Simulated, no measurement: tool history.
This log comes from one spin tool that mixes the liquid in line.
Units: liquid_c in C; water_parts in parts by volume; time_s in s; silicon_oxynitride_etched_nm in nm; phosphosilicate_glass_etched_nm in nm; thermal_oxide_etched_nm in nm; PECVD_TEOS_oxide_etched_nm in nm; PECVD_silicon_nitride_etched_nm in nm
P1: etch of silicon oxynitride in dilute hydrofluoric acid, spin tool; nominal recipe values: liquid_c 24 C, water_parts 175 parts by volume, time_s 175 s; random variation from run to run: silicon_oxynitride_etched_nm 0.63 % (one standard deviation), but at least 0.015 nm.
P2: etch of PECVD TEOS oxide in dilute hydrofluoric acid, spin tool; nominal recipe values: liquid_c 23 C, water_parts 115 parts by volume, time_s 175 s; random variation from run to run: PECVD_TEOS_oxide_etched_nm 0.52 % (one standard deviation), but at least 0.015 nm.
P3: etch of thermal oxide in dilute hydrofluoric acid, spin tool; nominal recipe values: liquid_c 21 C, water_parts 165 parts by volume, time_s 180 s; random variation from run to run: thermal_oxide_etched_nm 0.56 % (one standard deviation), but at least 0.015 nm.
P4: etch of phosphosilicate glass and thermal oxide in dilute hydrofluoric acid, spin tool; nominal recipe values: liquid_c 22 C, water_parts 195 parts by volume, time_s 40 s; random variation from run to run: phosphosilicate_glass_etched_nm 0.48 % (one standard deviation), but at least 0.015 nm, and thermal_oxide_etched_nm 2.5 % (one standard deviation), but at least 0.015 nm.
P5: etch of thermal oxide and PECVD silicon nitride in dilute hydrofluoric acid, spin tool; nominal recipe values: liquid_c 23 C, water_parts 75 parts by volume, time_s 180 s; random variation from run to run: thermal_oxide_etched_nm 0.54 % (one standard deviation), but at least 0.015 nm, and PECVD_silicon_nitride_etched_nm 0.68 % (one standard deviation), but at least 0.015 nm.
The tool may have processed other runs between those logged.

run	day	process	liquid_c	water_parts	time_s	silicon_oxynitride_etched_nm	phosphosilicate_glass_etched_nm	thermal_oxide_etched_nm	PECVD_TEOS_oxide_etched_nm	PECVD_silicon_nitride_etched_nm
1	0.3	P1	24	175	175	3.9726				
2	0.925	P4	22	35	40		67.196	5.6526		
3	1.554	P2	23	115	25				2.841	
4	2.196	P3	21	55	180			15.015		
5	2.792	P2	17	115	175				15.644	
6	3.471	P1	24	175	175	3.9685				
7	4.108	P4	22	195	40		10.032	0.79905		
8	4.517	P1	20.5	175	175	3.4013				
9	5.138	P5	23	75	180			11.794		3.8794
10	5.808	P4	22	195	40		10.056	0.83095		
11	6.154	P2	23	115	175				20.09	
12	6.583	P1	24	175	175	4.0442				
13	7.142	P4	22	195	75		18.676	1.5203		
14	7.758	P1	24	255	65	0.94797				
15	8.312	P1	24	175	175	4.0626				
16	8.75	P5	23	75	330			21.485		7.1438
17	9.333	P5	23	115	180			7.2948		2.5491
18	9.871	P1	24	175	15	0.36775				
19	10.208	P3	17	165	180			3.777		
20	10.575	P1	31	175	175	5.508				
21	11.033	P1	28	255	175	3.1057				
22	11.6	P3	21	165	335			8.1925		
23	11.992	P5	17	75	180			9.1733		2.6057
24	12.633	P5	23	75	180			11.775		3.8881
25	13.138	P1	24	85	175	8.9227				
26	13.8	P3	21	165	180			4.3855		
27	14.317	P2	23	65	175				37.837	
28	14.904	P1	24	175	290	6.6215				
29	15.233	P1	24	175	175	4.0373				
30	15.775	P2	23	115	175				20.062	
31	16.2	P4	26	195	40		11.472	0.91579		
32	16.638	P1	18.5	235	175	2.2085				
33	17.112	P1	24	295	175	2.2043				
34	17.671	P3	21	165	180			4.3632		
35	18.15	P1	24	175	175	4.0059				
36	18.458	P1	24	175	175	4.0824				
37	19.096	P1	24	175	175	4.3095				
38	19.408	P1	24	175	175	4.3174				
39	19.862	P1	24	175	175	4.3537				
40	20.175	P1	24	175	175	4.311				
41	20.554	P1	24	175	175	4.4023				
42	21.217	P1	24	175	175	4.4009				

Compared with where it was, what P1 gives has crept away. Each cause listed below fits the log as well as the rest, at the size given for it:
A: liquid hotter than its thermometer reads (K) = 2.08
B: hydrofluoric acid flow above the setpoint (%) = 8.55
The gradual shift began around day 18.15.

Listed below are the offered check runs, one wafer per run, with question marks in place of results. For which of them would the causes give clearly different outcomes?
check 1	21.879	P5	23	100	285			?		?
check 2	21.879	P4	22	55	40		?	?		
check 3	21.879	P3	18	165	295			?		
check 4	21.879	P2	17	115	105				?	

What every check run would give for each of its results, assuming each possible cause in turn:
check	result	if A	if B
check 1	thermal_oxide_etched_nm	14.692	14.828
check 1	PECVD_silicon_nitride_etched_nm	5.3478	5.0552
check 2	phosphosilicate_glass_etched_nm	45.381	45.45
check 2	thermal_oxide_etched_nm	3.659	3.6646
check 3	thermal_oxide_etched_nm	6.9734	7.0576
check 4	PECVD_TEOS_oxide_etched_nm	10.253	10.306
Gap, in per cent, between the two causes that each check separates least, read from the result that separates them most: check 1 5.63 %; check 2 0.15 %; check 3 1.2 %; check 4 0.52 %
Only in check 1 would the causes give clearly different results; in the remaining checks their results would be nearly the same.

After running check 1, the following was obtained: thermal_oxide_etched_nm 14.681 nm; PECVD_silicon_nitride_etched_nm 5.3207 nm. Which cause does this point to?

The cause is A: liquid hotter than its thermometer reads (K).
